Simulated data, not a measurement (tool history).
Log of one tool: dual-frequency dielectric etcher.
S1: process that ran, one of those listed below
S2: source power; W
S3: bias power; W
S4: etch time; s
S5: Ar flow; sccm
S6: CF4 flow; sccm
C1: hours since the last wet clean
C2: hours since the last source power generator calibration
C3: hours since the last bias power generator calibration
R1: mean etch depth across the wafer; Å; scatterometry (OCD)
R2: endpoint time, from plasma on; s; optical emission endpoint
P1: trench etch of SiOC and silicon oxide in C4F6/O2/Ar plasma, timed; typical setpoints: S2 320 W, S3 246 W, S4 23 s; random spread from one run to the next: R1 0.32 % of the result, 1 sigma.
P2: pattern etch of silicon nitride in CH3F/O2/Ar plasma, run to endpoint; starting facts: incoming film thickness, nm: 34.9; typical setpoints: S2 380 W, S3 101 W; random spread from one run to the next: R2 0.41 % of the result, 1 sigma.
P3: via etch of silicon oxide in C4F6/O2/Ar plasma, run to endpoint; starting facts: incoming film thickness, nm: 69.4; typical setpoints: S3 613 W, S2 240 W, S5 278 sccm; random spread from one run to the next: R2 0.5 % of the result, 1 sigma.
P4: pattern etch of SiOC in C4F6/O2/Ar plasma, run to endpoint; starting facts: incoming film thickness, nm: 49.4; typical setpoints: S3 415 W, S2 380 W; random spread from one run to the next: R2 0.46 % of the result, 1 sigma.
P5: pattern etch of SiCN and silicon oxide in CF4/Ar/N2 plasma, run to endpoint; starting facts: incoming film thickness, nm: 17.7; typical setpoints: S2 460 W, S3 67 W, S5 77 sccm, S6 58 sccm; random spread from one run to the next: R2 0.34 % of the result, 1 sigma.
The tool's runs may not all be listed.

{"run": 1, "hour": 9.6, "S1": "P1", "S2": 320, "S3": 246, "S4": 23, "C1": 405.5, "C2": 2961.4, "C3": 2058.2, "R1": 474.3}
{"run": 2, "hour": 23.2, "S1": "P1", "S2": 240, "S3": 246, "S4": 34, "C1": 419.1, "C2": 2975, "C3": 2071.8, "R1": 629.47}
{"run": 3, "hour": 31.6, "S1": "P5", "S2": 460, "S3": 67, "S5": 77, "S6": 58, "C1": 427.5, "C2": 2983.4, "C3": 2080.2, "R2": 21.74}
{"run": 4, "hour": 46.4, "S1": "P5", "S2": 460, "S3": 67, "S5": 109, "S6": 58, "C1": 442.3, "C2": 2998.2, "C3": 2095, "R2": 23.056}
{"run": 5, "hour": 58.7, "S1": "P1", "S2": 320, "S3": 246, "S4": 23, "C1": 454.6, "C2": 3010.5, "C3": 2107.3, "R1": 474.94}
{"run": 6, "hour": 74.9, "S1": "P1", "S2": 320, "S3": 246, "S4": 34, "C1": 470.8, "C2": 3026.7, "C3": 2123.5, "R1": 701.9}
{"run": 7, "hour": 86.1, "S1": "P2", "S2": 380, "S3": 101, "C1": 482, "C2": 3037.9, "C3": 2134.7, "R2": 45.564}
{"run": 8, "hour": 99.5, "S1": "P2", "S2": 530, "S3": 101, "C1": 495.4, "C2": 3051.3, "C3": 2148.1, "R2": 40.126}
{"run": 9, "hour": 109.7, "S1": "P1", "S2": 320, "S3": 200, "S4": 23, "C1": 505.6, "C2": 3061.5, "C3": 2158.3, "R1": 441.07}
{"run": 10, "hour": 121.0, "S1": "P2", "S2": 380, "S3": 60, "C1": 516.9, "C2": 3072.8, "C3": 2169.6, "R2": 54.246}
{"run": 11, "hour": 139.2, "S1": "P1", "S2": 320, "S3": 246, "S4": 23, "C1": 535.1, "C2": 3091, "C3": 2187.8, "R1": 473.58}
{"run": 12, "hour": 147.8, "S1": "P5", "S2": 270, "S3": 67, "S5": 77, "S6": 58, "C1": 543.7, "C2": 3099.6, "C3": 2196.4, "R2": 35.003}
{"run": 13, "hour": 163.5, "S1": "P3", "S2": 330, "S3": 613, "S5": 278, "C1": 559.4, "C2": 3115.3, "C3": 2212.1, "R2": 15.057}
{"run": 14, "hour": 175.2, "S1": "P1", "S2": 410, "S3": 246, "S4": 23, "C1": 571.1, "C2": 3127, "C3": 2223.8, "R1": 523.3}
{"run": 15, "hour": 192.4, "S1": "P3", "S2": 240, "S3": 613, "S5": 278, "C1": 588.3, "C2": 3144.2, "C3": 2241, "R2": 16.793}
{"run": 16, "hour": 209.4, "S1": "P4", "S2": 380, "S3": 501, "C1": 605.3, "C2": 3161.2, "C3": 2258, "R2": 16.415}
{"run": 17, "hour": 222.2, "S1": "P5", "S2": 460, "S3": 81, "S5": 77, "S6": 58, "C1": 618.1, "C2": 3174, "C3": 2270.8, "R2": 20.392}
{"run": 18, "hour": 231.5, "S1": "P4", "S2": 550, "S3": 415, "C1": 627.4, "C2": 3183.3, "C3": 2280.1, "R2": 15.461}
{"run": 19, "hour": 243.1, "S1": "P5", "S2": 460, "S3": 67, "S5": 77, "S6": 69, "C1": 639, "C2": 3194.9, "C3": 2291.7, "R2": 21.248}
{"run": 20, "hour": 253.4, "S1": "P1", "S2": 320, "S3": 246, "S4": 23, "C1": 649.3, "C2": 3205.2, "C3": 2302, "R1": 473.19}
{"run": 21, "hour": 262.0, "S1": "P3", "S2": 240, "S3": 459, "S5": 278, "C1": 657.9, "C2": 3213.8, "C3": 2310.6, "R2": 18.896}
{"run": 22, "hour": 279.5, "S1": "P1", "S2": 200, "S3": 246, "S4": 23, "C1": 675.4, "C2": 3231.3, "C3": 2328.1, "R1": 398.46}
{"run": 23, "hour": 298.3, "S1": "P1", "S2": 320, "S3": 246, "S4": 13.5, "C1": 694.2, "C2": 3250.1, "C3": 2346.9, "R1": 277.9}
{"run": 24, "hour": 316.3, "S1": "P1", "S2": 370, "S3": 246, "S4": 13.5, "C1": 712.2, "C2": 3268.1, "C3": 2364.9, "R1": 292.58}
{"run": 25, "hour": 333.6, "S1": "P4", "S2": 380, "S3": 415, "C1": 729.5, "C2": 3285.4, "C3": 2382.2, "R2": 17.633}
{"run": 26, "hour": 345.7, "S1": "P5", "S2": 460, "S3": 67, "S5": 77, "S6": 58, "C1": 741.6, "C2": 3297.5, "C3": 2394.3, "R2": 21.738}
{"run": 27, "hour": 360.4, "S1": "P3", "S2": 240, "S3": 613, "S5": 278, "C1": 756.3, "C2": 3312.2, "C3": 2409, "R2": 16.835}
{"run": 28, "hour": 372.5, "S1": "P1", "S2": 320, "S3": 333, "S4": 23, "C1": 768.4, "C2": 3324.3, "C3": 2421.1, "R1": 528.07}
{"run": 29, "hour": 385.5, "S1": "P3", "S2": 240, "S3": 613, "S5": 343, "C1": 781.4, "C2": 3337.3, "C3": 2434.1, "R2": 17.293}
{"run": 30, "hour": 402.2, "S1": "P4", "S2": 380, "S3": 415, "C1": 798.1, "C2": 3354, "C3": 2450.8, "R2": 17.681}
{"run": 31, "hour": 413.9, "S1": "P1", "S2": 320, "S3": 246, "S4": 23, "C1": 809.8, "C2": 3365.7, "C3": 2462.5, "R1": 474.43}
{"run": 32, "hour": 423.8, "S1": "P1", "S2": 320, "S3": 246, "S4": 23, "C1": 819.7, "C2": 3375.6, "C3": 2472.4, "R1": 472.42}
{"run": 33, "hour": 442.0, "S1": "P1", "S2": 320, "S3": 246, "S4": 23, "C1": 837.9, "C2": 3393.8, "C3": 2490.6, "R1": 469.13}
{"run": 34, "hour": 454.3, "S1": "P1", "S2": 320, "S3": 246, "S4": 23, "C1": 850.2, "C2": 3406.1, "C3": 2502.9, "R1": 469.48}
{"run": 35, "hour": 470.8, "S1": "P1", "S2": 320, "S3": 246, "S4": 23, "C1": 866.7, "C2": 3422.6, "C3": 2519.4, "R1": 470.79}
{"run": 36, "hour": 479.6, "S1": "P1", "S2": 320, "S3": 246, "S4": 23, "C1": 875.5, "C2": 3431.4, "C3": 2528.2, "R1": 469.39}
{"run": 37, "hour": 496.1, "S1": "P1", "S2": 320, "S3": 246, "S4": 23, "C1": 892, "C2": 3447.9, "C3": 2544.7, "R1": 464.86}
{"hour": 511.2, "done": "wet clean of the chamber"}
{"run": 38, "hour": 514.7, "S1": "P1", "S2": 320, "S3": 246, "S4": 23, "C1": 3.6, "C2": 3466.5, "C3": 2563.3, "R1": 464.13}
{"run": 39, "hour": 530.3, "S1": "P1", "S2": 320, "S3": 246, "S4": 23, "C1": 19.2, "C2": 3482.1, "C3": 2578.9, "R1": 467}
{"run": 40, "hour": 547.3, "S1": "P1", "S2": 320, "S3": 246, "S4": 23, "C1": 36.2, "C2": 3499.1, "C3": 2595.9, "R1": 464.57}
{"run": 41, "hour": 556.0, "S1": "P1", "S2": 320, "S3": 246, "S4": 23, "C1": 44.9, "C2": 3507.8, "C3": 2604.6, "R1": 468.49}
{"run": 42, "hour": 571.8, "S1": "P1", "S2": 320, "S3": 246, "S4": 23, "C1": 60.7, "C2": 3523.6, "C3": 2620.4, "R1": 468.66}
{"run": 43, "hour": 583.6, "S1": "P1", "S2": 320, "S3": 246, "S4": 23, "C1": 72.5, "C2": 3535.4, "C3": 2632.2, "R1": 467.11}

The output of P1 has drifted from where it used to be. Each of the 2 causes below, taken at the size shown beside it, accounts for the log equally well:
A: source power that arrives under what is set, % = 4.18
B: bias power that arrives under what is set, % = 4.65
The process output started creeping at around hour 423.8.
Excluded causes, each with its reason:
chamber walls in a state that lowers the etch rate, %: serviced after onset, at hour 511.2, with no recovery of the prior output

Which of the check runs below tells the causes apart, meaning the causes would give it clearly different results? Each run uses 2 wafers whose results are averaged, and each result is shown as a question mark.
{"run": "check 1", "hour": 595.4, "S1": "P4", "S2": 380, "S3": 415, "R2": "?"}
{"run": "check 2", "hour": 595.4, "S1": "P5", "S2": 460, "S3": 67, "S5": 77, "S6": 58, "R2": "?"}
{"run": "check 3", "hour": 595.4, "S1": "P3", "S2": 240, "S3": 613, "S5": 278, "R2": "?"}
{"run": "check 4", "hour": 595.4, "S1": "P2", "S2": 380, "S3": 101, "R2": "?"}

Predicted outcomes, by check and by cause:
check=check_1 result=R2 if_A=18.015 if_B=18.04
check=check_2 result=R2 if_A=22.604 if_B=22.106
check=check_3 result=R2 if_A=17.132 if_B=17.186
check=check_4 result=R2 if_A=46.188 if_B=46.263
How far apart the two closest causes lie, in the result that separates them most: check 1 0.14 %; check 2 2.23 %; check 3 0.32 %; check 4 0.16 %
The causes can be told apart only by check 2. The other checks would give nearly the same results under each of them.

Running check 2 produced the following: R2 22.592 s. Which one of the listed causes fits?

It is A: source power that arrives under what is set, %.
